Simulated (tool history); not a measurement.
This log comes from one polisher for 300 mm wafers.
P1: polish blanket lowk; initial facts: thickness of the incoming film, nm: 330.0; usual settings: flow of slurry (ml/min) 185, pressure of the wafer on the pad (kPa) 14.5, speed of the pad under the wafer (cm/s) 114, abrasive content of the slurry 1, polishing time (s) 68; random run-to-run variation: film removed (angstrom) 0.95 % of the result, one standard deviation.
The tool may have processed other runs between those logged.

run	hour	flow of slurry (ml/min)	pressure of the wafer on the pad (kPa)	speed of the pad under the wafer (cm/s)	abrasive content of the slurry	polishing time (s)	wafers polished on this pad	hours since the slurry nozzle was cleaned	hours since the head pressure was calibrated	hours since the slurry blender was calibrated	hours since the conditioning disc was replaced	film removed (angstrom)
1	4.6	185	14.5	114	1	68	197	352.7	276.1	215.5	127.1	335.03
2	8.8	185	14.5	114	1	68	249	356.9	280.3	219.7	131.3	340.06
3	14.7	185	14.5	114	1	68	322	362.8	286.2	225.6	137.2	334.63
4	20.7	185	14.5	114	1	68	396	368.8	292.2	231.6	143.2	333.83
5	24.6	185	14.5	114	1.35	68	445	372.7	296.1	235.5	147.1	389.48
6	27.9	185	6.9	114	1	68	485	376	299.4	238.8	150.4	162.53
7	34.5	185	14.5	114	1	35	567	382.6	306	245.4	157	173.42
# hour 38.2: slurry blender recalibrated
8	40.7	185	14.5	114	1	68	644	388.8	312.2	2.6	163.2	336.06
9	43.9	285	14.5	114	1	68	684	392	315.4	5.8	166.4	358.43
10	50.4	185	14.5	114	1	99	764	398.5	321.9	12.3	172.9	486.45
11	54.6	110	14.5	114	1	68	816	402.7	326.1	16.5	177.1	307.89
12	59.3	185	19.3	114	1	68	875	407.4	330.8	21.2	181.8	453.49
# hour 62.3: head pressure recalibrated
13	65.5	185	14.5	146	1	68	952	413.6	3.3	27.4	188	409.14
14	69.3	185	14.5	80	1	68	999	417.4	7.1	31.2	191.8	259.57
15	74.1	185	14.5	114	0.55	68	1058	422.2	11.9	36	196.6	243.56
16	78.2	185	22.1	114	1	99	1109	426.3	16	40.1	200.7	739.15
17	81.9	185	14.5	114	1	68	1155	430	19.7	43.8	204.4	343.96
18	87	185	14.5	114	1	68	1218	435.1	24.8	48.9	209.5	317.59
19	92.7	185	14.5	114	1	68	1289	440.8	30.5	54.6	215.2	315.28
20	97.7	185	14.5	114	1	68	1351	445.8	35.5	59.6	220.2	307.49
# hour 98.6: conditioning disc replaced and pad reconditioned
21	104.4	185	14.5	114	1	68	1434	452.5	42.2	66.3	5.9	298.01
# hour 108.3: slurry nozzle cleaned
22	109.8	185	14.5	114	1	68	1501	1.6	47.6	71.7	11.3	295.76
# hour 113.3: head pressure recalibrated
23	115.5	185	14.5	114	1	68	1571	7.3	2.3	77.4	17	294.73
24	120.5	185	14.5	114	1	68	1633	12.3	7.3	82.4	22	297.82
25	125.9	185	14.5	114	1	68	1700	17.7	12.7	87.8	27.4	298.61

What P1 gives has crept off from where it sat before. The 2 causes that follow fit the log equally well, each at the size noted:
A: abrasive missing from the slurry, % = 24.1
B: removal rate lost through wear of the pad, % = 12.6
Onset of the creep was near hour 81.9.
The rest of the possible causes, and what rules out each one:
slurry flow missing at the pad, %: work on it at hour 108.3, done after the drift set in, did not restore what the process gave before
head's pressure below its setpoint, %: work on it at hour 113.3, done after the drift set in, did not restore what the process gave before
time polished since the conditioner stopped cutting, s: work on it at hour 98.6, done after the drift set in, did not restore what the process gave before

Consider the 4 check runs below, whose results appear as question marks and each of which averages 3 wafers. Which one distinguishes the causes, in that each cause would give it a clearly different result?
check 1	131.3	185	14.5	114	1	44						?
check 2	131.3	185	14.5	138	1	95						?
check 3	131.3	185	6.9	114	1	97						?
check 4	131.3	260	14.5	114	0.55	68						?

Expected result of each check under each candidate cause:
check	result	if A	if B
check 1	film removed (angstrom)	191.58	191.6
check 2	film removed (angstrom)	481.94	482.01
check 3	film removed (angstrom)	201.11	201.14
check 4	film removed (angstrom)	216.01	224.9
Per-check spread between the two closest causes, in the result where they differ most: check 1 0.01 %; check 2 0.01 %; check 3 0.01 %; check 4 4.04 %
Check 4 tells the causes apart: in the others they would give nearly the same result.

With check 4 done, the readings were: film removed (angstrom) 226.36. Identify which of the listed causes applies.

Of the candidate causes, it is B: removal rate lost through wear of the pad, %.
